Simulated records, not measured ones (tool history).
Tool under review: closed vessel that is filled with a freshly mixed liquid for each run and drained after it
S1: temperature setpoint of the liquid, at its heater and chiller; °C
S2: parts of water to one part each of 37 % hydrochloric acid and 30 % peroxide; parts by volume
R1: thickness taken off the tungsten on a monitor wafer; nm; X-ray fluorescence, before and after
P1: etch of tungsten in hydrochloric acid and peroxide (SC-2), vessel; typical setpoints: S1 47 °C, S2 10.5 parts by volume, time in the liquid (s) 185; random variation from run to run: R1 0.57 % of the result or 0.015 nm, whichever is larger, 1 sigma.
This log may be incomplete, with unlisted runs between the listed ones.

run 1 hour=16.7 | S1=47 S2=10.5 time_in_the_liquid_(s)=185 | R1=25.581
run 2 hour=33.1 | S1=54.5 S2=10.5 time_in_the_liquid_(s)=185 | R1=42.028
run 3 hour=43 | S1=35 S2=10.5 time_in_the_liquid_(s)=185 | R1=11.036
run 4 hour=51.4 | S1=47 S2=10.5 time_in_the_liquid_(s)=185 | R1=25.921
run 5 hour=62.4 | S1=47 S2=10.5 time_in_the_liquid_(s)=185 | R1=26.061
run 6 hour=73.8 | S1=47 S2=10.5 time_in_the_liquid_(s)=30 | R1=4.22
run 7 hour=85.1 | S1=47 S2=10.5 time_in_the_liquid_(s)=185 | R1=25.858
run 8 hour=99.6 | S1=47 S2=15 time_in_the_liquid_(s)=185 | R1=18.99
run 9 hour=108.4 | S1=47 S2=10.5 time_in_the_liquid_(s)=185 | R1=25.673
run 10 hour=123.2 | S1=47 S2=7 time_in_the_liquid_(s)=305 | R1=59.395
run 11 hour=131.7 | S1=62.5 S2=7 time_in_the_liquid_(s)=185 | R1=98.288
run 12 hour=147.7 | S1=47 S2=10.5 time_in_the_liquid_(s)=355 | R1=49.831
run 13 hour=161.3 | S1=47 S2=10.5 time_in_the_liquid_(s)=185 | R1=25.927
run 14 hour=168.9 | S1=47 S2=4 time_in_the_liquid_(s)=185 | R1=53.276
run 15 hour=177.2 | S1=47 S2=10.5 time_in_the_liquid_(s)=185 | R1=25.93
run 16 hour=188.7 | S1=47 S2=10.5 time_in_the_liquid_(s)=185 | R1=24.8
run 17 hour=200.7 | S1=47 S2=10.5 time_in_the_liquid_(s)=185 | R1=23.981
-- hour=212.4 new drum of peroxide connected
run 18 hour=217.4 | S1=47 S2=10.5 time_in_the_liquid_(s)=185 | R1=23.493
run 19 hour=226.6 | S1=47 S2=10.5 time_in_the_liquid_(s)=185 | R1=23.703
run 20 hour=239.3 | S1=47 S2=10.5 time_in_the_liquid_(s)=185 | R1=23.662
run 21 hour=253.2 | S1=47 S2=10.5 time_in_the_liquid_(s)=185 | R1=23.216

P1 has crept away from where it was. The log is fitted equally well by each of these 2 causes, at the sizes shown:
A: liquid colder than its thermometer reads (K) = 1.5
B: chemicals flow below the setpoint (%) = 11.3
At approximately hour 177.2, the process output began to creep.
Excluded causes, each with its reason:
peroxide weaker than its label (%): serviced after onset, at hour 212.4, with no recovery of the prior output

Consider the 4 check runs below, whose results appear as question marks and each of which averages 5 wafers. Which one distinguishes the causes, in that each cause would give it a clearly different result?
run check 1 hour=267.1 | S1=47 S2=10.5 time_in_the_liquid_(s)=345 | R1=?
run check 2 hour=267.1 | S1=54 S2=10.5 time_in_the_liquid_(s)=45 | R1=?
run check 3 hour=267.1 | S1=47 S2=13.5 time_in_the_liquid_(s)=30 | R1=?
run check 4 hour=267.1 | S1=47 S2=4 time_in_the_liquid_(s)=250 | R1=?

If the cause were each of the candidates in turn, the checks would give the following:
check=check_1 result=R1 if_A=43.509 if_B=43.538
check=check_2 result=R1 if_A=9.0772 if_B=9.0441
check=check_3 result=R1 if_A=3.0511 if_B=3.0424
check=check_4 result=R1 if_A=65.683 if_B=67.064
How far apart the two closest causes lie, in the result that separates them most: check 1 0.07 %; check 2 0.37 %; check 3 0.29 %; check 4 2.08 %
The causes can be told apart only by check 4. The other checks would give nearly the same results under each of them.

Running check 4 produced the following: R1 66.922 nm. Which one of the listed causes fits?

The correct cause is B, namely: chemicals flow below the setpoint (%).
